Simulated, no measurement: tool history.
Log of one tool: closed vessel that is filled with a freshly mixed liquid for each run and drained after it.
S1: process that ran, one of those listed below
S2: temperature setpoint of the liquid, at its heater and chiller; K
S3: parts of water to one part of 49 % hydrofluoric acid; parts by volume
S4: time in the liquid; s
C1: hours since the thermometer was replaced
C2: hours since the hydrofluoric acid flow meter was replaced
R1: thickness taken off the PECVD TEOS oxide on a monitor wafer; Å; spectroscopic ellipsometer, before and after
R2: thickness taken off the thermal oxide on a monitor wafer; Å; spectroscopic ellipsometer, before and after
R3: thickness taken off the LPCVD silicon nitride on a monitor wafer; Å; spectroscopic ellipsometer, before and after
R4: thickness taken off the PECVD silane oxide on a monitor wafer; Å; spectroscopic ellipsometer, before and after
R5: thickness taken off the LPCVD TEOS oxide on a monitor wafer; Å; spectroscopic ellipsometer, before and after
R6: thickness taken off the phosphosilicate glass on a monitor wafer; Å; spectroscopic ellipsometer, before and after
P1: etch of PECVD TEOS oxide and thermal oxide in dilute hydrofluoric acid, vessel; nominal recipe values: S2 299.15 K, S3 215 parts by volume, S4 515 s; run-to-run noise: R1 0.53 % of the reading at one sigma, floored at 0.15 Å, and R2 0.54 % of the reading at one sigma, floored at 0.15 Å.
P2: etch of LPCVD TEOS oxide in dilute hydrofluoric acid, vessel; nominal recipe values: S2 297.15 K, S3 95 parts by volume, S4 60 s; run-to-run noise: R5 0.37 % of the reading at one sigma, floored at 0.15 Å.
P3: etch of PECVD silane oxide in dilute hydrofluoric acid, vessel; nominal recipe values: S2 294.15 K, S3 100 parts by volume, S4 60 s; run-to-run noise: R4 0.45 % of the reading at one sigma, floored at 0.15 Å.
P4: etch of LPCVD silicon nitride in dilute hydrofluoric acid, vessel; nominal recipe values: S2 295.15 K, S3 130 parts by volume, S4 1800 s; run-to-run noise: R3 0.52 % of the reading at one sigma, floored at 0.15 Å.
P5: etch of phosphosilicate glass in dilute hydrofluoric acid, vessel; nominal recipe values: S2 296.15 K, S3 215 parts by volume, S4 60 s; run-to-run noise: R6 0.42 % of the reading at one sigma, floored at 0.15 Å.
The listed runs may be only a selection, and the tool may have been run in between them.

run   hour  S1      S2   S3    S4      C1     C2      R1      R2      R3      R4      R5      R6
  1   11.7  P1  299.15  215   515  1772.8  349.4   205.6  110.18
  2   30.9  P4  295.15  130  1800    1792  368.6                   47.36
  3   43.9  P1  303.15  215   515    1805  381.6  236.35  127.46
  4   62.8  P3  298.15  100    60  1823.9  400.5                          170.13
  5   71.4  P3  294.15  100    60  1832.5  409.1                          145.53
  6   89.1  P3  294.15  100    60  1850.2  426.8                          144.79
  7   99.4  P1  299.15  215   515  1860.5  437.1  204.44  111.19
  8  110.3  P2  297.15   95    60  1871.4    448                                  228.67
  9  120.8  P5  296.15  215    60  1881.9  458.5                                          404.67
 10  135.6  P1  299.15  215   515  1896.7  473.3  205.07  109.87
 11  149.9  P5  296.15  215    30    1911  487.6                                          201.15
 12  159.5  P4  295.15  130  1800  1920.6  497.2                  47.832
 13  171.7  P3  294.15  100   105  1932.8  509.4                           254.7
 14  188.4  P5  296.15  330    60  1949.5  526.1                                          235.05
 15  200.6  P2  297.15   95    60  1961.7  538.3                                  226.24
 16  212.8  P4  295.15   60  1800  1973.9  550.5                  101.88
 17  223.8  P1  291.15  215   515  1984.9  561.5  150.96  82.355
 18  235.5  P3  294.15  180    60  1996.6  573.2                           74.16
 19  246.9  P2  297.15   95    30    2008  584.6                                  114.01
 20  265.3  P5  303.65  215    60  2026.4    603                                           524.9
 21  280.7  P1  299.15  365   515  2041.8  618.4  103.12  56.339
 22  299.7  P2  305.15   95    60  2060.8  637.4                                  308.91
 23  317.9  P1  299.15  215   515    2079  655.6  206.59  112.14
 24  330.1  P1  294.65  100   515  2091.2  667.8  425.67  228.15
 25  344.4  P5  296.15  215    60  2105.5  682.1                                          405.11
 26  352.9  P2  297.15  145    60    2114  690.6                                  140.98
 27  370.4  P1  299.15  215   515  2131.5  708.1  204.95  111.05
 28    385  P4  295.15  130  3350  2146.1  722.7                  88.698
 29  400.2  P4  290.15  130  1800  2161.3  737.9                  33.944
 30    415  P1  299.15  125   515  2176.1  752.7  391.98  212.33
 31  429.2  P1  299.15  215   250  2190.3  766.9  100.36  53.516
 32  442.7  P1  299.15  215   845  2203.8  780.4  336.59  181.98
 33  459.7  P1  299.15  215   515  2220.8  797.4  205.59  110.68
 34  478.3  P1  299.15  215   515  2239.4    816  214.76  115.02
 35  488.8  P1  299.15  215   515  2249.9  826.5  215.29  115.75
 36  507.6  P1  299.15  215   515  2268.7  845.3  214.94  117.99
 37  522.7  P1  299.15  215   515  2283.8  860.4  217.28  117.01
 38  532.5  P1  299.15  215   515  2293.6  870.2  218.86  117.03
 39  549.2  P1  299.15  215   515  2310.3  886.9   220.7  119.34
 40  561.4  P1  299.15  215   515  2322.5  899.1  221.18  118.36
 41  572.7  P1  299.15  215   515  2333.8  910.4  220.37  118.52
 42  583.9  P1  299.15  215   515    2345  921.6   222.1  118.46
 43  600.3  P1  299.15  215   515  2361.4    938  221.94  119.03
 44  617.1  P1  299.15  215   515  2378.2  954.8  221.22   119.8

What P1 gives has crept away from where it was. These 2 causes fit the log equally well, each at the size given:
A: liquid hotter than its thermometer reads (K) = 2.05
B: hydrofluoric acid flow above the setpoint (%) = 6.04
Creep in the process output first set in at about hour 459.7.

Of the 4 check runs listed below, each run on one wafer and each result written as a question mark, which would let you distinguish the listed causes because they would give clearly different results?
check 1  633.9  P5  301.15  215    60                               ?
check 2  633.9  P4  290.15  130  1800                   ?
check 3  633.9  P2  301.15  140    60                           ?
check 4  633.9  P3  294.15  180    60                       ?

Outcome of each check run for each possible cause:
  check  result    if A    if B
check 1      R6  520.75  521.83
check 2      R3  39.016  35.883
check 3      R5  184.16  183.01
check 4      R4  80.201  79.467
How far apart the two closest causes lie, in the result that separates them most: check 1 0.21 %; check 2 8.37 %; check 3 0.62 %; check 4 0.92 %
Check 2 tells the causes apart: in the others they would give nearly the same result.

Running check 2 produced the following: R3 38.836 Å. Which one of the listed causes fits?

A is the cause: liquid hotter than its thermometer reads (K).
